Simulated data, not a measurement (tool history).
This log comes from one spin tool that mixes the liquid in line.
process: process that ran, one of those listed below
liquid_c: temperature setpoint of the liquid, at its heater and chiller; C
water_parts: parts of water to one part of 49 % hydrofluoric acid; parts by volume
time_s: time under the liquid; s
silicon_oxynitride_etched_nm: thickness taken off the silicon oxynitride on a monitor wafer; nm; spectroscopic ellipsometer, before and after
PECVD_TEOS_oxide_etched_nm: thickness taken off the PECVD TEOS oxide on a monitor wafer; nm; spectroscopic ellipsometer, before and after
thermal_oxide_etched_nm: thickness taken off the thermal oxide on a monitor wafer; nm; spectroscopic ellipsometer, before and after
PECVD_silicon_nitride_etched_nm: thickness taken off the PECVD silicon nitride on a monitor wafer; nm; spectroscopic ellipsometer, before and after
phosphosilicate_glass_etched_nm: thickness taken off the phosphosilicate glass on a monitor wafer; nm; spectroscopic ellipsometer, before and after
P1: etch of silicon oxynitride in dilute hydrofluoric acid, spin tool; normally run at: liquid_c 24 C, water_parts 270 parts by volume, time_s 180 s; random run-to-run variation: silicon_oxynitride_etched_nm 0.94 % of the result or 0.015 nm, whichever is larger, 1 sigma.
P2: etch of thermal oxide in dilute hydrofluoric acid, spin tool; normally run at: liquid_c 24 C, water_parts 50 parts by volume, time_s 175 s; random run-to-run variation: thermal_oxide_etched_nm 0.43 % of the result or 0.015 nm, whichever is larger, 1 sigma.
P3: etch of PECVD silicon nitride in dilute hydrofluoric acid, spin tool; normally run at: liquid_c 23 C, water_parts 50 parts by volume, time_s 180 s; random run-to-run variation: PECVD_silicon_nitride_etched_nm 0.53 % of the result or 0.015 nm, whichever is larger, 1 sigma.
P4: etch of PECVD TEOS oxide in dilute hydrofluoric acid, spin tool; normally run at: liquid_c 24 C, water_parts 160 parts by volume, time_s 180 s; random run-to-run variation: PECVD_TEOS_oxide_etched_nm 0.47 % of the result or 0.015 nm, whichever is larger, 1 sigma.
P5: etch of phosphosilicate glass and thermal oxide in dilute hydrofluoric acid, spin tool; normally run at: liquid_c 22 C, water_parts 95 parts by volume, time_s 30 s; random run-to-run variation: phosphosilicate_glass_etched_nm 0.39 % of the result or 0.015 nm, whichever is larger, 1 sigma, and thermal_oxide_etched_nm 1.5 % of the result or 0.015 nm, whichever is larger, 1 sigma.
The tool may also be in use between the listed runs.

run	day	process	liquid_c	water_parts	time_s	silicon_oxynitride_etched_nm	PECVD_TEOS_oxide_etched_nm	thermal_oxide_etched_nm	PECVD_silicon_nitride_etched_nm	phosphosilicate_glass_etched_nm
1	0.671	P1	24	270	180	2.6378				
2	1.288	P4	24	160	65		4.9038			
3	1.612	P2	24	50	175			17.956		
4	2.146	P3	18.5	50	180				13.557	
5	2.767	P1	24	270	90	1.3503				
6	3.308	P5	22	150	30			0.78174		35.128
7	3.692	P1	17	270	180	1.9643				
# day 4.104: thermometer replaced
8	4.158	P1	30	435	180	1.8789				
9	4.558	P1	24	270	180	2.6437				
10	5.258	P4	18	160	180		10.668			
11	5.904	P1	29	270	180	3.3233				
12	6.446	P1	24	270	180	2.6989				
13	6.804	P1	28.5	270	295	5.3186				
14	7.5	P1	24	270	180	2.6481				
15	8.129	P2	24	50	175			17.958		
16	8.562	P4	24	275	180		6.9847			
17	9.233	P2	24	50	90			9.1622		
18	9.6	P1	24	270	180	2.665				
19	9.921	P2	24	80	175			10.882		
20	10.625	P5	22	95	30			1.3786		59.415
21	11.179	P1	24	270	335	4.909				
22	11.496	P4	24	160	180		13.453			
23	11.921	P2	18.5	50	175			14.144		
24	12.362	P5	29	95	30			1.854		78.084
25	12.942	P5	22	95	50			2.267		98.699
26	13.583	P3	23	50	180				18.469	
27	13.908	P1	24	270	180	2.714				
28	14.354	P1	24	80	180	10.332				
29	14.938	P1	24	270	180	2.7366				
30	15.321	P3	23	75	180				12.389	
31	15.812	P3	23	50	15				1.5515	

Run 32, settings as shown, results not yet in. Your forecast:
32	16.158	P1	24	420	180	?				

{"run 32": {"silicon_oxynitride_etched_nm": 1.5661}}
